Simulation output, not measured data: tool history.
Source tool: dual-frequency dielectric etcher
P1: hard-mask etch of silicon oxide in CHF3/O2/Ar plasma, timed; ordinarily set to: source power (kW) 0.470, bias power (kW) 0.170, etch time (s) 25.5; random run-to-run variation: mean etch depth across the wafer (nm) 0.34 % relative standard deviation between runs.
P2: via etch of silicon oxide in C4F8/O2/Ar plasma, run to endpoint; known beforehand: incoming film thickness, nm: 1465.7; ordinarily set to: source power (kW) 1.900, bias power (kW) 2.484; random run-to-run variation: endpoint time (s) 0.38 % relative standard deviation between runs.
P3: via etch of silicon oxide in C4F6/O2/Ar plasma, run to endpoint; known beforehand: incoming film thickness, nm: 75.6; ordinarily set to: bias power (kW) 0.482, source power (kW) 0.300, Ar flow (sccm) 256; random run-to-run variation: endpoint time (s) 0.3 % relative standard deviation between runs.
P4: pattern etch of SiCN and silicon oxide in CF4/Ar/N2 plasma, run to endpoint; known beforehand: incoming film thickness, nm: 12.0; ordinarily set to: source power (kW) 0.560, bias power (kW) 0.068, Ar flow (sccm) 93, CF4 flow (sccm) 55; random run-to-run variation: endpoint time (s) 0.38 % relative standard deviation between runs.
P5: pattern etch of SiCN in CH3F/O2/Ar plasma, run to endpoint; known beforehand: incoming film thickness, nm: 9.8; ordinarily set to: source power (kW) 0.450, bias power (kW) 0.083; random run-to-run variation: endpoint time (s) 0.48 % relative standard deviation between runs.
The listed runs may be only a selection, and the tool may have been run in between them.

run,hour,process that ran,source power (kW),bias power (kW),etch time (s),Ar flow (sccm),CF4 flow (sccm),hours since the last wet clean,hours since the last source power generator calibration,hours since the last bias power generator calibration,mean etch depth across the wafer (nm),endpoint time (s)
1,7.3,P1,0.470,0.170,25.5,,,76.9,1023.6,1647.8,45.018,
2,13.8,P3,0.300,0.589,,256,,83.4,1030.1,1654.3,,16.830
3,21.3,P3,0.300,0.482,,256,,90.9,1037.6,1661.8,,18.125
4,25.1,P4,0.560,0.044,,93,55,94.7,1041.4,1665.6,,14.304
5,28.7,P2,1.900,2.484,,,,98.3,1045.0,1669.2,,277.240
6,35.3,P4,0.420,0.068,,93,55,104.9,1051.6,1675.8,,15.993
7,40.3,P1,0.470,0.170,36.5,,,109.9,1056.6,1680.8,64.023,
8,46.4,P1,0.470,0.170,25.5,,,116.0,1062.7,1686.9,44.793,
9,52.8,P5,0.350,0.083,,,,122.4,1069.1,1693.3,,25.429
10,56.5,P1,0.470,0.131,25.5,,,126.1,1072.8,1697.0,41.076,
11,63.8,P1,0.470,0.231,31.5,,,133.4,1080.1,1704.3,61.499,
# hour 65.4: source power generator calibrated
12,70.1,P4,0.560,0.068,,93,55,139.7,4.8,1710.6,,12.448
13,76.7,P2,1.310,2.484,,,,146.3,11.4,1717.2,,320.470
14,80.4,P3,0.170,0.482,,256,,150.0,15.1,1720.9,,22.305
15,87.2,P1,0.650,0.170,25.5,,,156.8,21.9,1727.7,50.812,
16,91.8,P1,0.470,0.170,25.5,,,161.4,26.5,1732.3,44.374,
17,99.2,P5,0.450,0.083,,,,168.8,33.9,1739.7,,23.385
18,105.4,P1,0.470,0.170,25.5,,,175.0,40.1,1745.9,44.842,
19,110.8,P5,0.450,0.083,,,,180.4,45.5,1751.3,,23.367
20,117.3,P4,0.560,0.068,,93,66,186.9,52.0,1757.8,,12.167
21,123.8,P4,0.560,0.068,,93,55,193.4,58.5,1764.3,,12.485
22,128.5,P2,1.900,1.688,,,,198.1,63.2,1769.0,,311.620
23,133.1,P1,0.380,0.170,25.5,,,202.7,67.8,1773.6,41.380,
24,140.5,P1,0.470,0.170,25.5,,,210.1,75.2,1781.0,44.923,
25,145.5,P1,0.470,0.170,25.5,,,215.1,80.2,1786.0,44.994,
26,148.9,P1,0.470,0.212,25.5,,,218.5,83.6,1789.4,48.412,
27,155.5,P1,0.470,0.170,19.0,,,225.1,90.2,1796.0,33.280,
# hour 156.5: bias power generator calibrated
28,162.6,P5,0.450,0.061,,,,232.2,97.3,6.1,,25.984
29,166.2,P4,0.560,0.068,,110,55,235.8,100.9,9.7,,12.800
30,173.8,P2,1.900,2.484,,,,243.4,108.5,17.3,,278.640
31,180.3,P3,0.300,0.482,,196,,249.9,115.0,23.8,,17.639
32,185.2,P1,0.470,0.170,25.5,,,254.8,119.9,28.7,44.740,
33,189.6,P1,0.470,0.170,25.5,,,259.2,124.3,33.1,44.334,
34,193.6,P1,0.470,0.170,25.5,,,263.2,128.3,37.1,44.286,
# hour 197.2: wet clean of the chamber
35,197.7,P1,0.470,0.170,25.5,,,0.6,132.4,41.2,44.325,
36,204.4,P1,0.470,0.170,25.5,,,7.3,139.1,47.9,43.932,
37,210.9,P1,0.470,0.170,25.5,,,13.8,145.6,54.4,43.938,
38,215.7,P1,0.470,0.170,25.5,,,18.6,150.4,59.2,43.807,

Compared with where it was, what P1 gives has crept away. Each cause listed below fits the log as well as the rest, at the size given for it:
A: bias power that arrives under what is set, % = 4.93
B: source power that arrives under what is set, % = 4.36
The gradual shift began around hour 185.2.
Other possible causes, and why each is ruled out:
chamber walls in a state that lowers the etch rate, %: serviced at hour 197.2, which brought nothing back

Consider the 4 check runs below, whose results appear as question marks and each of which averages 2 wafers. Which one distinguishes the causes, in that each cause would give it a clearly different result?
check 1,220.5,P3,0.300,0.482,,256,,,,,,?
check 2,220.5,P2,1.900,2.484,,,,,,,,?
check 3,220.5,P5,0.450,0.083,,,,,,,,?
check 4,220.5,P4,0.560,0.068,,93,55,,,,,?

Check results expected under each cause:
check,result,if A,if B
check 1,endpoint time (s),18.502,18.453
check 2,endpoint time (s),281.700,282.390
check 3,endpoint time (s),23.816,23.780
check 4,endpoint time (s),12.693,12.981
Per check, the gap between the least separated pair of causes, taken in the result that splits them most: check 1 0.26 %; check 2 0.24 %; check 3 0.15 %; check 4 2.24 %
Check 4 is the one run that separates the causes; every other check would come out nearly the same whichever cause is at work.

Running check 4 produced the following: endpoint time (s) 12.980. Which one of the listed causes fits?

The cause is B: source power that arrives under what is set, %.
